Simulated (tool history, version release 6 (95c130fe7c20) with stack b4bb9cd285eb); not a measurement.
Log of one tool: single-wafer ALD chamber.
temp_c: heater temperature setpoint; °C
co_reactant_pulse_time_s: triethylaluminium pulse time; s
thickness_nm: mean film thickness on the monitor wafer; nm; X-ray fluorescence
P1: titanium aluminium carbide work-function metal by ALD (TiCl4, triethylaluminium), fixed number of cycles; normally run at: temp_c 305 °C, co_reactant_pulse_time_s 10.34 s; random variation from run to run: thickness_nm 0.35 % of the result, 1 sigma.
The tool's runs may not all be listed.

run	hour	temp_c	co_reactant_pulse_time_s	hours since the last thermocouple change	hours since the last triethylaluminium bottle change	thickness_nm
1	3.8	305	10.34	215.2	252.7	1.9624
2	8.4	305	10.34	219.8	257.3	1.9700
3	13.4	305	10.34	224.8	262.3	1.9738
4	16.0	305	5.28	227.4	264.9	1.6997
5	19.0	305	14.61	230.4	267.9	2.0076
6	23.8	305	10.34	235.2	272.7	1.9651
# hour 26.4: triethylaluminium bottle replaced
7	28.6	282	6.78	240.0	2.3	1.6486
8	31.3	305	10.34	242.7	5.0	1.9747
9	34.0	280	10.34	245.4	7.7	1.7573
10	37.6	284	14.73	249.0	11.3	1.8395
11	41.0	324	10.34	252.4	14.7	2.1205
12	45.3	305	10.34	256.7	19.0	1.9736
13	50.0	305	10.34	261.4	23.7	1.9678
14	55.1	305	10.34	266.5	28.8	1.9508
15	60.4	305	10.34	271.8	34.1	1.9435
16	64.2	305	10.34	275.6	37.9	1.9333
17	68.4	305	10.34	279.8	42.1	1.9352
18	70.8	305	10.34	282.2	44.5	1.9342
19	73.7	305	10.34	285.1	47.4	1.9213
20	78.5	305	10.34	289.9	52.2	1.9267
21	82.5	305	10.34	293.9	56.2	1.9265
22	85.8	305	10.34	297.2	59.5	1.9189
23	90.5	305	10.34	301.9	64.2	1.9181
24	94.1	305	10.34	305.5	67.8	1.9171

What P1 gives has crept away from where it was. These 2 causes fit the log equally well, each at the size given:
A: wafer temperature below the value expected at the setpoint (K) = 5.64
B: triethylaluminium dose below that of a fresh bottle (%) = 16.9
The creep began at about hour 50.0.

4 check runs are offered, one wafer each, their results left as question marks. Which one tells the causes apart?
check 1	97.7	292	10.34			?
check 2	97.7	282	10.34			?
check 3	97.7	305	5.30			?
check 4	97.7	296	10.34			?

What each check would give under each cause:
check	result	if A	if B
check 1	thickness_nm	1.8125	1.8145
check 2	thickness_nm	1.7303	1.7338
check 3	thickness_nm	1.6587	1.5817
check 4	thickness_nm	1.8456	1.8470
How far apart the two closest causes lie, in the result that separates them most: check 1 0.11 %; check 2 0.2 %; check 3 4.75 %; check 4 0.07 %
Check 3 tells the causes apart: in the others they would give nearly the same result.

Check 3 was then run and gave: thickness_nm 1.6530 nm. Which cause is it?

It is A: wafer temperature below the value expected at the setpoint (K).

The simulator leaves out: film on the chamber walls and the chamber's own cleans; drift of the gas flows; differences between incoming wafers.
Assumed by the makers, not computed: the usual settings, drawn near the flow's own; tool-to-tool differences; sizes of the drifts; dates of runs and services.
